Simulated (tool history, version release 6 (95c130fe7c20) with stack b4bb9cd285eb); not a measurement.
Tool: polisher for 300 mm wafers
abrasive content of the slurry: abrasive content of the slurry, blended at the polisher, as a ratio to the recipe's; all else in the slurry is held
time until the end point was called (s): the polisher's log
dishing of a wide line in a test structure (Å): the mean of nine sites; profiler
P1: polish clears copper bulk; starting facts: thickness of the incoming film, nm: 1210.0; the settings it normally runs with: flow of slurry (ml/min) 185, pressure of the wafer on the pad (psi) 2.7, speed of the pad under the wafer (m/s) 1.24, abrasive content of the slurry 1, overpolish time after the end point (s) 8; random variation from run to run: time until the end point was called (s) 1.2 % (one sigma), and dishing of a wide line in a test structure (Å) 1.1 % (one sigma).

| run | day | flow of slurry (ml/min) | pressure of the wafer on the pad (psi) | speed of the pad under the wafer (m/s) | abrasive content of the slurry | overpolish time after the end point (s) | time until the end point was called (s) | dishing of a wide line in a test structure (Å) |
|---|---|---|---|---|---|---|---|---|
| 1 | 0.521 | 185 | 2.7 | 1.24 | 1 | 8 | 102.63 | 235.42 |
| 2 | 0.983 | 185 | 2.7 | 1.24 | 1 | 8 | 101.58 | 230.14 |
| 3 | 1.633 | 185 | 2.7 | 1.58 | 1 | 8 | 79.221 | 243.66 |
| 4 | 2.254 | 185 | 2.7 | 1.24 | 1.45 | 8 | 94.717 | 241.79 |
| 5 | 2.888 | 185 | 2.7 | 1.24 | 1 | 2 | 101.64 | 135.64 |
| 6 | 3.242 | 235 | 2.7 | 1.24 | 1 | 8 | 98.449 | 236.91 |
| 7 | 3.804 | 185 | 2.7 | 1.24 | 1 | 8 | 101.64 | 236.73 |
| 8 | 4.208 | 235 | 3.6 | 1.24 | 1 | 8 | 73.763 | 243.84 |
| 9 | 4.617 | 185 | 3.9 | 1.24 | 1.45 | 8 | 65.728 | 248.47 |
| 10 | 5.179 | 185 | 2.7 | 1.24 | 1 | 8 | 100.18 | 231.05 |
| 11 | 5.588 | 110 | 2.7 | 1.24 | 1 | 8 | 111.44 | 230.04 |
| 12 | 6.262 | 185 | 2.7 | 0.56 | 1 | 8 | 222.81 | 187.63 |
| 13 | 6.654 | 185 | 1.2 | 1.24 | 1 | 8 | 225.3 | 175.61 |
| 14 | 7.208 | 185 | 2.7 | 1.24 | 1 | 8 | 101.82 | 237.8 |
| 15 | 7.512 | 280 | 2.7 | 1.24 | 1 | 12 | 95.873 | 245.68 |
| 16 | 7.908 | 185 | 2.7 | 1.24 | 1 | 8 | 101.39 | 232.89 |
| 17 | 8.279 | 185 | 2.7 | 1.24 | 1 | 12 | 103.86 | 243.01 |
| 18 | 8.842 | 185 | 2.7 | 1.24 | 0.5 | 8 | 118.9 | 224.68 |
| 19 | 9.367 | 185 | 4.1 | 1.24 | 1 | 8 | 66.91 | 248.25 |
| 20 | 9.975 | 185 | 2.7 | 1.24 | 1 | 8 | 101.66 | 236.06 |
| 21 | 10.558 | 185 | 2.7 | 1.24 | 1 | 8 | 106.97 | 231.7 |
| 22 | 11.225 | 185 | 2.7 | 1.24 | 1 | 8 | 108.27 | 229.49 |
| 23 | 11.612 | 185 | 2.7 | 1.24 | 1 | 8 | 109.73 | 236.73 |
| 24 | 12.008 | 185 | 2.7 | 1.24 | 1 | 8 | 110.04 | 226.58 |
|  | 12.433 | worn pad replaced by a new one |
| 25 | 12.525 | 185 | 2.7 | 1.24 | 1 | 8 | 110.94 | 232.61 |
|  | 12.633 | head pressure recalibrated |
| 26 | 12.871 | 185 | 2.7 | 1.24 | 1 | 8 | 109.35 | 230.32 |
| 27 | 13.238 | 185 | 2.7 | 1.24 | 1 | 8 | 111.05 | 235.75 |
| 28 | 13.638 | 185 | 2.7 | 1.24 | 1 | 8 | 107.55 | 233.75 |

P1 no longer gives what it gave before; its output has crept away from where it was. The following 2 causes, each at its listed size, fit the log equally well:
A: abrasive missing from the slurry, % = 31.2
B: slurry flow missing at the pad, % = 35.9
Creep in the process output first set in at about day 9.975.
Other possible causes, and why each is ruled out:
removal rate lost through wear of the pad, %: serviced after onset, at day 12.433, with no recovery of the prior output
head's pressure below its setpoint, %: serviced after onset, at day 12.633, with no recovery of the prior output

Which of the check runs below tells the causes apart, meaning the causes would give it clearly different results? Each run uses 5 wafers whose results are averaged, and each result is shown as a question mark.
| check 1 | 14.038 | 185 | 2.7 | 1.24 | 1.4 | 8 | ? | ? |
| check 2 | 14.038 | 185 | 2.7 | 1.24 | 1.45 | 8 | ? | ? |
| check 3 | 14.038 | 185 | 1.3 | 0.82 | 1 | 8 | ? | ? |
| check 4 | 14.038 | 110 | 2.7 | 1.24 | 1 | 8 | ? | ? |

If the cause were each of the candidates in turn, the checks would give the following:
| check | result | if A | if B |
|---|---|---|---|
| check 1 | time until the end point was called (s) | 102.74 | 102.41 |
| check 1 | dishing of a wide line in a test structure (Å) | 234.49 | 234.59 |
| check 2 | time until the end point was called (s) | 101.98 | 101.61 |
| check 2 | dishing of a wide line in a test structure (Å) | 234.73 | 234.85 |
| check 3 | time until the end point was called (s) | 346.19 | 346.18 |
| check 3 | dishing of a wide line in a test structure (Å) | 145.76 | 145.76 |
| check 4 | time until the end point was called (s) | 121.21 | 126.93 |
| check 4 | dishing of a wide line in a test structure (Å) | 228.11 | 225.97 |
Smallest distance between any two causes, each pair judged by its most separating result, in per cent: check 1 0.32 %; check 2 0.36 %; check 3 0 %; check 4 4.62 %
The other checks would show nearly matching results whichever cause is true, so check 4 is the only one that separates the causes.

Here is what check 4 returned: time until the end point was called (s) 120.77; dishing of a wide line in a test structure (Å) 228.66. Which cause is it?

The correct cause is A, namely: abrasive missing from the slurry, %.
